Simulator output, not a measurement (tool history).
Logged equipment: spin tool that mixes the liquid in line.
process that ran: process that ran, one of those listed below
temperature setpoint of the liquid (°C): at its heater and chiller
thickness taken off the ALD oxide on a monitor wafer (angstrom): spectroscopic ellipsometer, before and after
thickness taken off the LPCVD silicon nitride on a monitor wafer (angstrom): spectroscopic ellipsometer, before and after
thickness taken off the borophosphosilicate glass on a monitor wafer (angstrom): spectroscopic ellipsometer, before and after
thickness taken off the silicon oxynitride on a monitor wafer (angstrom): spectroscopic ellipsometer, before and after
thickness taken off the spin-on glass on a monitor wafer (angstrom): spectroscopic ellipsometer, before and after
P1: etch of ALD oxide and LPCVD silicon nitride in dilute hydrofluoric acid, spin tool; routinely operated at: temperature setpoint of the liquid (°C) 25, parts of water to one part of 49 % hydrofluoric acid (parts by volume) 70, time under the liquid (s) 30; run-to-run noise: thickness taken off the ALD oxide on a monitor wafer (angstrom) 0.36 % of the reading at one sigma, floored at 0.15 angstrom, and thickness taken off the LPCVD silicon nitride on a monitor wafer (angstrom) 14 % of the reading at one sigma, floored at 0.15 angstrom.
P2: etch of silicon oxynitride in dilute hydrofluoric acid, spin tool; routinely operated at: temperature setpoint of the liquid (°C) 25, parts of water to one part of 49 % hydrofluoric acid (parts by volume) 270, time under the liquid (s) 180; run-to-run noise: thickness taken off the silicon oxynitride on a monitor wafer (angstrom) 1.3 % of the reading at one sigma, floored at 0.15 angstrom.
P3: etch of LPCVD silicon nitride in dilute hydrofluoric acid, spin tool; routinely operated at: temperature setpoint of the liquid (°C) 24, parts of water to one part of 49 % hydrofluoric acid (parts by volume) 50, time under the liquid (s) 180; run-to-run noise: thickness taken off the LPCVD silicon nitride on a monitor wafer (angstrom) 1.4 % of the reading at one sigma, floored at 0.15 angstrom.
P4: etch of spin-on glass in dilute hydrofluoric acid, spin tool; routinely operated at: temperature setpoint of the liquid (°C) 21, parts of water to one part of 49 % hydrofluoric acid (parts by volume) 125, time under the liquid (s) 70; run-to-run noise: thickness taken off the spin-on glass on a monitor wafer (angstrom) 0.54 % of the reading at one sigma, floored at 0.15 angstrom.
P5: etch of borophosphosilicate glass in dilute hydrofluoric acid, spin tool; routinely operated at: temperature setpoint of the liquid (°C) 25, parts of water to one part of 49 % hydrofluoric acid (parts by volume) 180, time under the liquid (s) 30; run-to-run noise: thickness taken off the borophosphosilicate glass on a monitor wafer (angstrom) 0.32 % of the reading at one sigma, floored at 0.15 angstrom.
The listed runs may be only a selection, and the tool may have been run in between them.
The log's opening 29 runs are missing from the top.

| run | hour | process that ran | temperature setpoint of the liquid (°C) | parts of water to one part of 49 % hydrofluoric acid (parts by volume) | time under the liquid (s) | thickness taken off the ALD oxide on a monitor wafer (angstrom) | thickness taken off the LPCVD silicon nitride on a monitor wafer (angstrom) | thickness taken off the borophosphosilicate glass on a monitor wafer (angstrom) | thickness taken off the silicon oxynitride on a monitor wafer (angstrom) | thickness taken off the spin-on glass on a monitor wafer (angstrom) |
|---|---|---|---|---|---|---|---|---|---|---|
| 30 | 100.7 | P5 | 25 | 180 | 30 |  |  | 73.088 |  |  |
| 31 | 102.9 | P2 | 25 | 435 | 180 |  |  |  | 9.8883 |  |
| 32 | 105.5 | P1 | 28 | 100 | 30 | 54.562 | 1.5242 |  |  |  |
| 33 | 110.6 | P1 | 25 | 70 | 30 | 71.361 | 2.1373 |  |  |  |
| 34 | 114.2 | P1 | 25 | 70 | 30 | 74.262 | 2.1174 |  |  |  |
| 35 | 116.4 | P1 | 25 | 70 | 30 | 74.92 | 1.7006 |  |  |  |
| 36 | 118.8 | P1 | 25 | 70 | 30 | 75.881 | 2.2874 |  |  |  |
| 37 | 122.8 | P1 | 25 | 70 | 30 | 77.234 | 2.7023 |  |  |  |
| 38 | 126.1 | P1 | 25 | 70 | 30 | 77.761 | 2.3779 |  |  |  |
| 39 | 129.9 | P1 | 25 | 70 | 30 | 77.665 | 2.2066 |  |  |  |
| 40 | 134.1 | P1 | 25 | 70 | 30 | 77.95 | 2.5364 |  |  |  |

What does the tool deliver on the next run?
| 41 | 136.7 | P1 | 25 | 70 | 30 | ? | ? |  |  |  |

Run 41 yielded thickness taken off the ALD oxide on a monitor wafer (angstrom) 77.896, thickness taken off the LPCVD silicon nitride on a monitor wafer (angstrom) 1.8136.
